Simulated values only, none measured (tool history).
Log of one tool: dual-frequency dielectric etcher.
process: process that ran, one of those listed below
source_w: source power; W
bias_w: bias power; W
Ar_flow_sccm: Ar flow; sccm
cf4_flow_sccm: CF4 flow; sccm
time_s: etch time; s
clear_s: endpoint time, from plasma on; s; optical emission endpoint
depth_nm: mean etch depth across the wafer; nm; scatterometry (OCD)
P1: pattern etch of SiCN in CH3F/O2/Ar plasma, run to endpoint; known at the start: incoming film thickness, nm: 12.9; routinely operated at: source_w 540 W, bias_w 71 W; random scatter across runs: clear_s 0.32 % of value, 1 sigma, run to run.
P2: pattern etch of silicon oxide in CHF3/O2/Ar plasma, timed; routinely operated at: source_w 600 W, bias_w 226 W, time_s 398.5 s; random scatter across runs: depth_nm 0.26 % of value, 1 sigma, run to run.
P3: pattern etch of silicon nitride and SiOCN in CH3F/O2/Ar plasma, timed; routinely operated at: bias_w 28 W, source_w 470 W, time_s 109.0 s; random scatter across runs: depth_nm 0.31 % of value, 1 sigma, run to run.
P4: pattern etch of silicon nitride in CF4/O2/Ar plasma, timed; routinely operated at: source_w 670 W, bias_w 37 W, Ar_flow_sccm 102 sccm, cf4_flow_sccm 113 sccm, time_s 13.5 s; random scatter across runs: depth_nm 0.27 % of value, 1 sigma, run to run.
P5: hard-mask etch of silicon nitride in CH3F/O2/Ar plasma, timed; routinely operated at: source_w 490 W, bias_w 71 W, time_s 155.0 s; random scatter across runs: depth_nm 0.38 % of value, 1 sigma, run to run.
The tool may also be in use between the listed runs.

run 1 hour=12.3 | process=P1 source_w=540 bias_w=71 | clear_s=30.534
run 2 hour=28.6 | process=P4 source_w=670 bias_w=37 Ar_flow_sccm=102 cf4_flow_sccm=113 time_s=18.5 | depth_nm=40.1710
run 3 hour=37.1 | process=P2 source_w=600 bias_w=292 time_s=398.5 | depth_nm=956.1500
run 4 hour=46.0 | process=P2 source_w=600 bias_w=226 time_s=274.5 | depth_nm=602.0300
run 5 hour=59.9 | process=P4 source_w=670 bias_w=37 Ar_flow_sccm=102 cf4_flow_sccm=157 time_s=13.5 | depth_nm=30.6080
run 6 hour=72.0 | process=P1 source_w=540 bias_w=71 | clear_s=30.512
run 7 hour=84.7 | process=P4 source_w=670 bias_w=37 Ar_flow_sccm=131 cf4_flow_sccm=113 time_s=13.5 | depth_nm=28.2130
run 8 hour=98.8 | process=P3 source_w=470 bias_w=28 time_s=60.0 | depth_nm=9.4267
run 9 hour=115.6 | process=P3 source_w=470 bias_w=17 time_s=109.0 | depth_nm=13.8480
run 10 hour=127.0 | process=P5 source_w=490 bias_w=71 time_s=92.5 | depth_nm=69.7970
run 11 hour=140.4 | process=P3 source_w=470 bias_w=28 time_s=109.0 | depth_nm=17.1360
run 12 hour=149.4 | process=P1 source_w=540 bias_w=97 | clear_s=27.300
run 13 hour=158.7 | process=P2 source_w=740 bias_w=226 time_s=398.5 | depth_nm=944.7400
run 14 hour=176.7 | process=P1 source_w=310 bias_w=71 | clear_s=37.463
run 15 hour=186.5 | process=P4 source_w=670 bias_w=37 Ar_flow_sccm=102 cf4_flow_sccm=113 time_s=13.5 | depth_nm=29.3590
run 16 hour=197.0 | process=P1 source_w=660 bias_w=71 | clear_s=28.163
run 17 hour=208.7 | process=P1 source_w=540 bias_w=71 | clear_s=30.256
run 18 hour=218.2 | process=P1 source_w=540 bias_w=71 | clear_s=30.553
run 19 hour=226.4 | process=P1 source_w=540 bias_w=71 | clear_s=30.391
run 20 hour=241.9 | process=P5 source_w=400 bias_w=71 time_s=155.0 | depth_nm=107.7800
run 21 hour=259.4 | process=P5 source_w=490 bias_w=90 time_s=155.0 | depth_nm=127.1700
run 22 hour=277.7 | process=P1 source_w=540 bias_w=71 | clear_s=30.513
-- hour=288.6 wet clean of the chamber
run 23 hour=292.3 | process=P4 source_w=670 bias_w=28 Ar_flow_sccm=102 cf4_flow_sccm=113 time_s=13.5 | depth_nm=26.7790
run 24 hour=304.7 | process=P5 source_w=490 bias_w=71 time_s=155.0 | depth_nm=116.6200
-- hour=313.3 source power generator calibrated
run 25 hour=318.2 | process=P4 source_w=800 bias_w=37 Ar_flow_sccm=102 cf4_flow_sccm=113 time_s=13.5 | depth_nm=34.3100
run 26 hour=326.8 | process=P5 source_w=490 bias_w=71 time_s=155.0 | depth_nm=117.3300
run 27 hour=337.4 | process=P1 source_w=680 bias_w=86 | clear_s=26.085
run 28 hour=345.5 | process=P1 source_w=540 bias_w=44 | clear_s=35.422
run 29 hour=361.2 | process=P3 source_w=290 bias_w=28 time_s=109.0 | depth_nm=14.5810
run 30 hour=375.9 | process=P2 source_w=600 bias_w=226 time_s=398.5 | depth_nm=873.3300
run 31 hour=392.6 | process=P2 source_w=600 bias_w=226 time_s=398.5 | depth_nm=868.3400
run 32 hour=402.1 | process=P1 source_w=540 bias_w=71 | clear_s=30.276
run 33 hour=413.2 | process=P1 source_w=540 bias_w=71 | clear_s=30.236
run 34 hour=428.0 | process=P1 source_w=540 bias_w=71 | clear_s=30.108
run 35 hour=444.6 | process=P1 source_w=540 bias_w=71 | clear_s=30.028
run 36 hour=455.3 | process=P1 source_w=540 bias_w=71 | clear_s=30.012
-- hour=468.8 wet clean of the chamber
run 37 hour=471.5 | process=P1 source_w=540 bias_w=71 | clear_s=29.957
run 38 hour=482.3 | process=P1 source_w=540 bias_w=71 | clear_s=30.042
run 39 hour=498.6 | process=P1 source_w=540 bias_w=71 | clear_s=30.160
run 40 hour=509.5 | process=P1 source_w=540 bias_w=71 | clear_s=29.878
run 41 hour=526.6 | process=P1 source_w=540 bias_w=71 | clear_s=29.920

The log shows P1 creeping away from where it was. Any of the 2 causes listed here, at the size stated for it, fits the log just as well as the others:
A: source power that arrives over what is set, % = 4.26
B: bias power that arrives over what is set, % = 4.68
The gradual shift began around hour 402.1.
Every other cause this tool's parts could produce, and why it does not fit the log:
chamber walls in a state that raises the etch rate, %: serviced after onset, at hour 468.8, with no recovery of the prior output

The check runs listed below each take one wafer, and their results are still question marks. Under which run would the listed causes lead to clearly different results?
run check 1 hour=543.7 | process=P4 source_w=670 bias_w=37 Ar_flow_sccm=102 cf4_flow_sccm=113 time_s=16.5 | depth_nm=?
run check 2 hour=543.7 | process=P3 source_w=470 bias_w=17 time_s=109.0 | depth_nm=?
run check 3 hour=543.7 | process=P2 source_w=600 bias_w=275 time_s=285.5 | depth_nm=?
run check 4 hour=543.7 | process=P5 source_w=420 bias_w=71 time_s=93.5 | depth_nm=?

Predicted outcomes, by check and by cause:
check=check_1 result=depth_nm if_A=37.2450 if_B=36.4550
check=check_2 result=depth_nm if_A=14.0300 if_B=14.0880
check=check_3 result=depth_nm if_A=681.2600 if_B=681.9900
check=check_4 result=depth_nm if_A=67.6950 if_B=67.6820
How far apart the two closest causes lie, in the result that separates them most: check 1 2.14 %; check 2 0.41 %; check 3 0.11 %; check 4 0.02 %
Of the check runs offered, only check 1 discriminates between the causes; the rest would read about the same regardless of which cause applies.

Here is what check 1 returned: depth_nm 37.0790 nm. Which cause is it?

Of the candidate causes, it is A: source power that arrives over what is set, %.

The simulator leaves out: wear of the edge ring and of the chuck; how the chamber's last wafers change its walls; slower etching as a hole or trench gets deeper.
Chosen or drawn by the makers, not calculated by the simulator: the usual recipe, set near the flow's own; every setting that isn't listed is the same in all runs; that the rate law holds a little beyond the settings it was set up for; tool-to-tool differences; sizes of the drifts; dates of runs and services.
